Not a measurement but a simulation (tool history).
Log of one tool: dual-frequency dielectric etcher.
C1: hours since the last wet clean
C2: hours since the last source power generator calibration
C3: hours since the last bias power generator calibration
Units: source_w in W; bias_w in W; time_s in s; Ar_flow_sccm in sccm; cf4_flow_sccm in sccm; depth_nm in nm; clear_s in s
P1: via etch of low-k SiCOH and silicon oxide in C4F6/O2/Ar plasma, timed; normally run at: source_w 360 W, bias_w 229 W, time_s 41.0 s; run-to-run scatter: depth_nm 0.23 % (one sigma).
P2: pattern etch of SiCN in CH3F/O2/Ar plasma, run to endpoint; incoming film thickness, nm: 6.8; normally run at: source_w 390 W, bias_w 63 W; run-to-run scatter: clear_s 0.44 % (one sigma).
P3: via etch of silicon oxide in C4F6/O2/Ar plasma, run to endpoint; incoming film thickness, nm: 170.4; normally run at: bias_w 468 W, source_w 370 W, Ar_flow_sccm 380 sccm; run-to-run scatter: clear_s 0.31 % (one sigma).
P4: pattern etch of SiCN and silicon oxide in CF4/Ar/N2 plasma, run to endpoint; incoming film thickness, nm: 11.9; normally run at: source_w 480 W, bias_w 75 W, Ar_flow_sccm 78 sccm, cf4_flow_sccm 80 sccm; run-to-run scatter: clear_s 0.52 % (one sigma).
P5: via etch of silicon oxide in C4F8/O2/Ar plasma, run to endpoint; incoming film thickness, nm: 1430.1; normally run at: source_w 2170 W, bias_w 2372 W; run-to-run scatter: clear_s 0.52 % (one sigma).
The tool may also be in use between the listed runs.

{"run": 1, "hour": 4.4, "process": "P1", "source_w": 360, "bias_w": 229, "time_s": 41.0, "C1": 348.8, "C2": 1365.2, "C3": 2282.6, "depth_nm": 101.54}
{"run": 2, "hour": 8.7, "process": "P3", "source_w": 370, "bias_w": 468, "Ar_flow_sccm": 380, "C1": 353.1, "C2": 1369.5, "C3": 2286.9, "clear_s": 40.325}
{"run": 3, "hour": 12.8, "process": "P1", "source_w": 360, "bias_w": 146, "time_s": 30.5, "C1": 357.2, "C2": 1373.6, "C3": 2291.0, "depth_nm": 65.675}
{"run": 4, "hour": 15.2, "process": "P1", "source_w": 360, "bias_w": 188, "time_s": 22.5, "C1": 359.6, "C2": 1376.0, "C3": 2293.4, "depth_nm": 52.698}
{"run": 5, "hour": 17.8, "process": "P1", "source_w": 360, "bias_w": 229, "time_s": 41.0, "C1": 362.2, "C2": 1378.6, "C3": 2296.0, "depth_nm": 102.44}
{"run": 6, "hour": 21.2, "process": "P3", "source_w": 370, "bias_w": 468, "Ar_flow_sccm": 380, "C1": 365.6, "C2": 1382.0, "C3": 2299.4, "clear_s": 40.309}
{"run": 7, "hour": 25.6, "process": "P1", "source_w": 360, "bias_w": 229, "time_s": 25.0, "C1": 370.0, "C2": 1386.4, "C3": 2303.8, "depth_nm": 62.283}
{"run": 8, "hour": 27.9, "process": "P5", "source_w": 1440, "bias_w": 2372, "C1": 372.3, "C2": 1388.7, "C3": 2306.1, "clear_s": 305.9}
{"run": 9, "hour": 31.3, "process": "P1", "source_w": 220, "bias_w": 229, "time_s": 41.0, "C1": 375.7, "C2": 1392.1, "C3": 2309.5, "depth_nm": 84.688}
{"run": 10, "hour": 34.3, "process": "P2", "source_w": 390, "bias_w": 63, "C1": 378.7, "C2": 1395.1, "C3": 2312.5, "clear_s": 18.891}
{"run": 11, "hour": 38.2, "process": "P4", "source_w": 480, "bias_w": 97, "Ar_flow_sccm": 78, "cf4_flow_sccm": 80, "C1": 382.6, "C2": 1399.0, "C3": 2316.4, "clear_s": 11.697}
{"run": 12, "hour": 40.3, "process": "P3", "source_w": 370, "bias_w": 625, "Ar_flow_sccm": 380, "C1": 384.7, "C2": 1401.1, "C3": 2318.5, "clear_s": 36.064}
{"run": 13, "hour": 42.8, "process": "P4", "source_w": 480, "bias_w": 75, "Ar_flow_sccm": 62, "cf4_flow_sccm": 80, "C1": 387.2, "C2": 1403.6, "C3": 2321.0, "clear_s": 12.281}
{"run": 14, "hour": 45.7, "process": "P1", "source_w": 360, "bias_w": 174, "time_s": 41.0, "C1": 390.1, "C2": 1406.5, "C3": 2323.9, "depth_nm": 93.721}
{"run": 15, "hour": 49.0, "process": "P2", "source_w": 260, "bias_w": 63, "C1": 393.4, "C2": 1409.8, "C3": 2327.2, "clear_s": 21.929}
{"run": 16, "hour": 51.4, "process": "P5", "source_w": 2170, "bias_w": 1729, "C1": 395.8, "C2": 1412.2, "C3": 2329.6, "clear_s": 286.18}
{"run": 17, "hour": 54.8, "process": "P2", "source_w": 390, "bias_w": 75, "C1": 399.2, "C2": 1415.6, "C3": 2333.0, "clear_s": 17.73}
{"run": 18, "hour": 57.5, "process": "P1", "source_w": 360, "bias_w": 229, "time_s": 41.0, "C1": 401.9, "C2": 1418.3, "C3": 2335.7, "depth_nm": 102.19}
{"run": 19, "hour": 61.1, "process": "P1", "source_w": 360, "bias_w": 229, "time_s": 41.0, "C1": 405.5, "C2": 1421.9, "C3": 2339.3, "depth_nm": 102.29}
{"run": 20, "hour": 63.8, "process": "P1", "source_w": 360, "bias_w": 275, "time_s": 41.0, "C1": 408.2, "C2": 1424.6, "C3": 2342.0, "depth_nm": 108.82}
{"run": 21, "hour": 67.8, "process": "P2", "source_w": 390, "bias_w": 63, "C1": 412.2, "C2": 1428.6, "C3": 2346.0, "clear_s": 18.731}
{"run": 22, "hour": 72.4, "process": "P5", "source_w": 2170, "bias_w": 2372, "C1": 416.8, "C2": 1433.2, "C3": 2350.6, "clear_s": 260.57}
{"run": 23, "hour": 76.0, "process": "P4", "source_w": 340, "bias_w": 75, "Ar_flow_sccm": 78, "cf4_flow_sccm": 80, "C1": 420.4, "C2": 1436.8, "C3": 2354.2, "clear_s": 17.184}
{"run": 24, "hour": 79.3, "process": "P3", "source_w": 370, "bias_w": 468, "Ar_flow_sccm": 287, "C1": 423.7, "C2": 1440.1, "C3": 2357.5, "clear_s": 38.964}
{"run": 25, "hour": 81.4, "process": "P4", "source_w": 480, "bias_w": 75, "Ar_flow_sccm": 78, "cf4_flow_sccm": 80, "C1": 425.8, "C2": 1442.2, "C3": 2359.6, "clear_s": 12.624}
{"hour": 82.2, "done": "wet clean of the chamber"}
{"run": 26, "hour": 85.7, "process": "P1", "source_w": 360, "bias_w": 229, "time_s": 41.0, "C1": 3.6, "C2": 1446.5, "C3": 2363.9, "depth_nm": 101.49}
{"run": 27, "hour": 90.4, "process": "P1", "source_w": 480, "bias_w": 229, "time_s": 50.0, "C1": 8.3, "C2": 1451.2, "C3": 2368.6, "depth_nm": 139.03}
{"run": 28, "hour": 92.7, "process": "P1", "source_w": 360, "bias_w": 229, "time_s": 59.5, "C1": 10.6, "C2": 1453.5, "C3": 2370.9, "depth_nm": 148.08}
{"run": 29, "hour": 94.7, "process": "P3", "source_w": 230, "bias_w": 468, "Ar_flow_sccm": 380, "C1": 12.6, "C2": 1455.5, "C3": 2372.9, "clear_s": 48.308}
{"run": 30, "hour": 98.5, "process": "P1", "source_w": 490, "bias_w": 229, "time_s": 41.0, "C1": 16.4, "C2": 1459.3, "C3": 2376.7, "depth_nm": 114.82}
{"run": 31, "hour": 101.2, "process": "P1", "source_w": 360, "bias_w": 229, "time_s": 41.0, "C1": 19.1, "C2": 1462.0, "C3": 2379.4, "depth_nm": 102.11}
{"run": 32, "hour": 105.8, "process": "P4", "source_w": 480, "bias_w": 75, "Ar_flow_sccm": 78, "cf4_flow_sccm": 48, "C1": 23.7, "C2": 1466.6, "C3": 2384.0, "clear_s": 13.486}
{"run": 33, "hour": 109.2, "process": "P1", "source_w": 360, "bias_w": 229, "time_s": 41.0, "C1": 27.1, "C2": 1470.0, "C3": 2387.4, "depth_nm": 102.11}
{"run": 34, "hour": 111.7, "process": "P1", "source_w": 360, "bias_w": 229, "time_s": 41.0, "C1": 29.6, "C2": 1472.5, "C3": 2389.9, "depth_nm": 101.57}
{"run": 35, "hour": 114.0, "process": "P1", "source_w": 360, "bias_w": 229, "time_s": 41.0, "C1": 31.9, "C2": 1474.8, "C3": 2392.2, "depth_nm": 101.31}
{"run": 36, "hour": 117.7, "process": "P1", "source_w": 360, "bias_w": 229, "time_s": 41.0, "C1": 35.6, "C2": 1478.5, "C3": 2395.9, "depth_nm": 100.55}
{"run": 37, "hour": 119.7, "process": "P1", "source_w": 360, "bias_w": 229, "time_s": 41.0, "C1": 37.6, "C2": 1480.5, "C3": 2397.9, "depth_nm": 100.85}
{"hour": 121.9, "done": "wet clean of the chamber"}
{"run": 38, "hour": 122.2, "process": "P1", "source_w": 360, "bias_w": 229, "time_s": 41.0, "C1": 0.3, "C2": 1483.0, "C3": 2400.4, "depth_nm": 100.78}
{"run": 39, "hour": 124.3, "process": "P1", "source_w": 360, "bias_w": 229, "time_s": 41.0, "C1": 2.4, "C2": 1485.1, "C3": 2402.5, "depth_nm": 100.89}
{"run": 40, "hour": 126.5, "process": "P1", "source_w": 360, "bias_w": 229, "time_s": 41.0, "C1": 4.6, "C2": 1487.3, "C3": 2404.7, "depth_nm": 100.01}
{"run": 41, "hour": 129.8, "process": "P1", "source_w": 360, "bias_w": 229, "time_s": 41.0, "C1": 7.9, "C2": 1490.6, "C3": 2408.0, "depth_nm": 100.36}
{"run": 42, "hour": 133.4, "process": "P1", "source_w": 360, "bias_w": 229, "time_s": 41.0, "C1": 11.5, "C2": 1494.2, "C3": 2411.6, "depth_nm": 100.7}

What P1 gives has crept away from where it was. These 2 causes fit the log equally well, each at the size given:
A: bias power that arrives under what is set, % = 4.88
B: source power that arrives under what is set, % = 4.26
The creep began at about hour 109.2.
Why every other cause is out:
chamber walls in a state that lowers the etch rate, %: serviced at hour 121.9, which brought nothing back

4 check runs are offered, each on 3 wafers whose results are averaged, their results left as question marks. Which one tells the causes apart?
{"run": "check 1", "hour": 137.0, "process": "P3", "source_w": 290, "bias_w": 468, "Ar_flow_sccm": 380, "clear_s": "?"}
{"run": "check 2", "hour": 137.0, "process": "P4", "source_w": 380, "bias_w": 75, "Ar_flow_sccm": 78, "cf4_flow_sccm": 80, "clear_s": "?"}
{"run": "check 3", "hour": 137.0, "process": "P2", "source_w": 310, "bias_w": 63, "clear_s": "?"}
{"run": "check 4", "hour": 137.0, "process": "P5", "source_w": 1660, "bias_w": 2372, "clear_s": "?"}

What each check would give under each cause:
check=check_1 result=clear_s if_A=44.981 if_B=44.858
check=check_2 result=clear_s if_A=15.746 if_B=16.101
check=check_3 result=clear_s if_A=20.884 if_B=20.863
check=check_4 result=clear_s if_A=293.690 if_B=294.340
How far apart the two closest causes lie, in the result that separates them most: check 1 0.28 %; check 2 2.23 %; check 3 0.1 %; check 4 0.22 %
Only check 2 tells the causes apart: in the others they would give nearly the same result.

Check 2 was then run and gave: clear_s 16.136 s. Which cause is it?

It is B: source power that arrives under what is set, %.
